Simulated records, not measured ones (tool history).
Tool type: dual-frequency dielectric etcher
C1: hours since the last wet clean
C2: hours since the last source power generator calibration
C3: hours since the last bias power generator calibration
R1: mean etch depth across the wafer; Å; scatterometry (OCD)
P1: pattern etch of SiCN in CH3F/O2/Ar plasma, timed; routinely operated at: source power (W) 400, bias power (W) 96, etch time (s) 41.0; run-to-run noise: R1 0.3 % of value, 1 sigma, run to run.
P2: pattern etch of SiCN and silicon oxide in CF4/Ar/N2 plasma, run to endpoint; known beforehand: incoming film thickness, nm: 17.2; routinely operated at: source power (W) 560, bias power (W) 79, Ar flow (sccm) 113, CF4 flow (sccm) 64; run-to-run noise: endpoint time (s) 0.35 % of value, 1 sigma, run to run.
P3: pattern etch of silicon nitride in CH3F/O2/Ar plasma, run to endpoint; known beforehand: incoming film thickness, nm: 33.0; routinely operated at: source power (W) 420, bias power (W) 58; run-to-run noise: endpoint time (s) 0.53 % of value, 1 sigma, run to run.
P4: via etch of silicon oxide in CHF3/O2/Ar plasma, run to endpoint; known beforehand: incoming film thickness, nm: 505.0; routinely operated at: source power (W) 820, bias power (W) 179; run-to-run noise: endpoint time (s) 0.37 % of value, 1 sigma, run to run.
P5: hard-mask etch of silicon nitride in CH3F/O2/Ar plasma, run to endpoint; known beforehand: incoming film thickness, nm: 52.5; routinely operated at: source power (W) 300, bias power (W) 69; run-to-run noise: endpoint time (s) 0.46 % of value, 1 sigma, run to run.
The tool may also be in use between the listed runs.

run 1 hour=5.0 | process_that_ran=P1 source_power_(W)=400 bias_power_(W)=96 etch_time_(s)=41.0 | C1=269.6 C2=2086.9 C3=2667.6 | R1=169.570
run 2 hour=9.0 | process_that_ran=P1 source_power_(W)=480 bias_power_(W)=96 etch_time_(s)=41.0 | C1=273.6 C2=2090.9 C3=2671.6 | R1=181.040
run 3 hour=11.6 | process_that_ran=P3 source_power_(W)=420 bias_power_(W)=46 | C1=276.2 C2=2093.5 C3=2674.2 | endpoint_time_(s)=54.254
run 4 hour=15.7 | process_that_ran=P2 source_power_(W)=560 bias_power_(W)=79 Ar_flow_(sccm)=67 CF4_flow_(sccm)=64 | C1=280.3 C2=2097.6 C3=2678.3 | endpoint_time_(s)=15.250
run 5 hour=18.3 | process_that_ran=P3 source_power_(W)=560 bias_power_(W)=58 | C1=282.9 C2=2100.2 C3=2680.9 | endpoint_time_(s)=45.507
run 6 hour=23.1 | process_that_ran=P1 source_power_(W)=400 bias_power_(W)=96 etch_time_(s)=41.0 | C1=287.7 C2=2105.0 C3=2685.7 | R1=168.850
run 7 hour=28.4 | process_that_ran=P2 source_power_(W)=560 bias_power_(W)=79 Ar_flow_(sccm)=113 CF4_flow_(sccm)=82 | C1=293.0 C2=2110.3 C3=2691.0 | endpoint_time_(s)=15.962
run 8 hour=33.1 | process_that_ran=P1 source_power_(W)=300 bias_power_(W)=61 etch_time_(s)=41.0 | C1=297.7 C2=2115.0 C3=2695.7 | R1=129.000
run 9 hour=38.3 | process_that_ran=P1 source_power_(W)=400 bias_power_(W)=76 etch_time_(s)=29.0 | C1=302.9 C2=2120.2 C3=2700.9 | R1=110.040
run 10 hour=42.9 | process_that_ran=P1 source_power_(W)=400 bias_power_(W)=96 etch_time_(s)=41.0 | C1=307.5 C2=2124.8 C3=2705.5 | R1=169.380
run 11 hour=48.3 | process_that_ran=P1 source_power_(W)=400 bias_power_(W)=96 etch_time_(s)=22.5 | C1=312.9 C2=2130.2 C3=2710.9 | R1=93.044
run 12 hour=51.9 | process_that_ran=P1 source_power_(W)=400 bias_power_(W)=123 etch_time_(s)=41.0 | C1=316.5 C2=2133.8 C3=2714.5 | R1=185.790
run 13 hour=55.3 | process_that_ran=P1 source_power_(W)=400 bias_power_(W)=96 etch_time_(s)=41.0 | C1=319.9 C2=2137.2 C3=2717.9 | R1=169.840
run 14 hour=59.3 | process_that_ran=P1 source_power_(W)=400 bias_power_(W)=96 etch_time_(s)=52.5 | C1=323.9 C2=2141.2 C3=2721.9 | R1=216.180
run 15 hour=64.1 | process_that_ran=P3 source_power_(W)=420 bias_power_(W)=58 | C1=328.7 C2=2146.0 C3=2726.7 | endpoint_time_(s)=50.407
run 16 hour=69.0 | process_that_ran=P1 source_power_(W)=400 bias_power_(W)=69 etch_time_(s)=41.0 | C1=333.6 C2=2150.9 C3=2731.6 | R1=149.690
run 17 hour=74.3 | process_that_ran=P5 source_power_(W)=300 bias_power_(W)=69 | C1=338.9 C2=2156.2 C3=2736.9 | endpoint_time_(s)=85.487
-- hour=76.5 wet clean of the chamber
run 18 hour=77.9 | process_that_ran=P4 source_power_(W)=820 bias_power_(W)=179 | C1=1.4 C2=2159.8 C3=2740.5 | endpoint_time_(s)=229.800
run 19 hour=81.3 | process_that_ran=P2 source_power_(W)=560 bias_power_(W)=54 Ar_flow_(sccm)=113 CF4_flow_(sccm)=64 | C1=4.8 C2=2163.2 C3=2743.9 | endpoint_time_(s)=18.856
run 20 hour=86.3 | process_that_ran=P1 source_power_(W)=470 bias_power_(W)=79 etch_time_(s)=41.0 | C1=9.8 C2=2168.2 C3=2748.9 | R1=166.720
run 21 hour=91.6 | process_that_ran=P2 source_power_(W)=560 bias_power_(W)=79 Ar_flow_(sccm)=113 CF4_flow_(sccm)=64 | C1=15.1 C2=2173.5 C3=2754.2 | endpoint_time_(s)=16.362
run 22 hour=95.4 | process_that_ran=P4 source_power_(W)=820 bias_power_(W)=237 | C1=18.9 C2=2177.3 C3=2758.0 | endpoint_time_(s)=209.810
run 23 hour=98.3 | process_that_ran=P2 source_power_(W)=770 bias_power_(W)=79 Ar_flow_(sccm)=113 CF4_flow_(sccm)=64 | C1=21.8 C2=2180.2 C3=2760.9 | endpoint_time_(s)=12.487
run 24 hour=102.2 | process_that_ran=P4 source_power_(W)=820 bias_power_(W)=179 | C1=25.7 C2=2184.1 C3=2764.8 | endpoint_time_(s)=226.840
run 25 hour=106.7 | process_that_ran=P1 source_power_(W)=400 bias_power_(W)=96 etch_time_(s)=41.0 | C1=30.2 C2=2188.6 C3=2769.3 | R1=168.920
run 26 hour=110.1 | process_that_ran=P2 source_power_(W)=560 bias_power_(W)=79 Ar_flow_(sccm)=113 CF4_flow_(sccm)=64 | C1=33.6 C2=2192.0 C3=2772.7 | endpoint_time_(s)=16.453
run 27 hour=113.1 | process_that_ran=P4 source_power_(W)=1150 bias_power_(W)=179 | C1=36.6 C2=2195.0 C3=2775.7 | endpoint_time_(s)=200.660
run 28 hour=118.3 | process_that_ran=P5 source_power_(W)=420 bias_power_(W)=69 | C1=41.8 C2=2200.2 C3=2780.9 | endpoint_time_(s)=76.320
run 29 hour=123.5 | process_that_ran=P5 source_power_(W)=300 bias_power_(W)=89 | C1=47.0 C2=2205.4 C3=2786.1 | endpoint_time_(s)=78.479
run 30 hour=128.7 | process_that_ran=P1 source_power_(W)=310 bias_power_(W)=96 etch_time_(s)=41.0 | C1=52.2 C2=2210.6 C3=2791.3 | R1=154.250
run 31 hour=131.9 | process_that_ran=P1 source_power_(W)=400 bias_power_(W)=96 etch_time_(s)=41.0 | C1=55.4 C2=2213.8 C3=2794.5 | R1=169.700
run 32 hour=135.3 | process_that_ran=P1 source_power_(W)=400 bias_power_(W)=96 etch_time_(s)=41.0 | C1=58.8 C2=2217.2 C3=2797.9 | R1=168.310
run 33 hour=139.4 | process_that_ran=P1 source_power_(W)=400 bias_power_(W)=96 etch_time_(s)=41.0 | C1=62.9 C2=2221.3 C3=2802.0 | R1=168.360
run 34 hour=142.3 | process_that_ran=P1 source_power_(W)=400 bias_power_(W)=96 etch_time_(s)=41.0 | C1=65.8 C2=2224.2 C3=2804.9 | R1=167.310
run 35 hour=145.2 | process_that_ran=P1 source_power_(W)=400 bias_power_(W)=96 etch_time_(s)=41.0 | C1=68.7 C2=2227.1 C3=2807.8 | R1=167.530
run 36 hour=149.0 | process_that_ran=P1 source_power_(W)=400 bias_power_(W)=96 etch_time_(s)=41.0 | C1=72.5 C2=2230.9 C3=2811.6 | R1=166.470
run 37 hour=151.8 | process_that_ran=P1 source_power_(W)=400 bias_power_(W)=96 etch_time_(s)=41.0 | C1=75.3 C2=2233.7 C3=2814.4 | R1=166.140
-- hour=154.5 wet clean of the chamber
run 38 hour=157.2 | process_that_ran=P1 source_power_(W)=400 bias_power_(W)=96 etch_time_(s)=41.0 | C1=2.8 C2=2239.1 C3=2819.8 | R1=166.200
run 39 hour=162.3 | process_that_ran=P1 source_power_(W)=400 bias_power_(W)=96 etch_time_(s)=41.0 | C1=7.9 C2=2244.2 C3=2824.9 | R1=165.960
run 40 hour=165.5 | process_that_ran=P1 source_power_(W)=400 bias_power_(W)=96 etch_time_(s)=41.0 | C1=11.1 C2=2247.4 C3=2828.1 | R1=167.030

Something has made what P1 gives creep away from where it was; the 2 causes below, each at its own stated size, fit the log equally well:
A: bias power that arrives under what is set, % = 4.57
B: source power that arrives under what is set, % = 4.61
At approximately hour 131.9, the process output began to creep.
Each remaining cause and why it is not a fit:
chamber walls in a state that lowers the etch rate, %: serviced at hour 154.5, after the change had begun; the process did not return to its earlier output

Below are 4 check runs, each on a single wafer, with their results shown as question marks. Which of them would tell the listed causes apart, meaning the causes would give clearly different results under it?
run check 1 hour=168.7 | process_that_ran=P4 source_power_(W)=820 bias_power_(W)=230 | endpoint_time_(s)=?
run check 2 hour=168.7 | process_that_ran=P2 source_power_(W)=560 bias_power_(W)=79 Ar_flow_(sccm)=69 CF4_flow_(sccm)=64 | endpoint_time_(s)=?
run check 3 hour=168.7 | process_that_ran=P5 source_power_(W)=360 bias_power_(W)=69 | endpoint_time_(s)=?
run check 4 hour=168.7 | process_that_ran=P3 source_power_(W)=530 bias_power_(W)=58 | endpoint_time_(s)=?

What every check run would give for each of its results, assuming each possible cause in turn:
check=check_1 result=endpoint_time_(s) if_A=213.270 if_B=213.660
check=check_2 result=endpoint_time_(s) if_A=15.582 if_B=16.004
check=check_3 result=endpoint_time_(s) if_A=81.880 if_B=82.042
check=check_4 result=endpoint_time_(s) if_A=46.917 if_B=47.084
Distance between the nearest two causes, measured in the result of the check that separates them most: check 1 0.18 %; check 2 2.67 %; check 3 0.2 %; check 4 0.36 %
Check 2 distinguishes between the causes, while the remaining checks would return nearly the same result for all of them.

Check 2 was then run and gave: endpoint time (s) 15.607. Which cause is it?

Of the candidate causes, it is A: bias power that arrives under what is set, %.

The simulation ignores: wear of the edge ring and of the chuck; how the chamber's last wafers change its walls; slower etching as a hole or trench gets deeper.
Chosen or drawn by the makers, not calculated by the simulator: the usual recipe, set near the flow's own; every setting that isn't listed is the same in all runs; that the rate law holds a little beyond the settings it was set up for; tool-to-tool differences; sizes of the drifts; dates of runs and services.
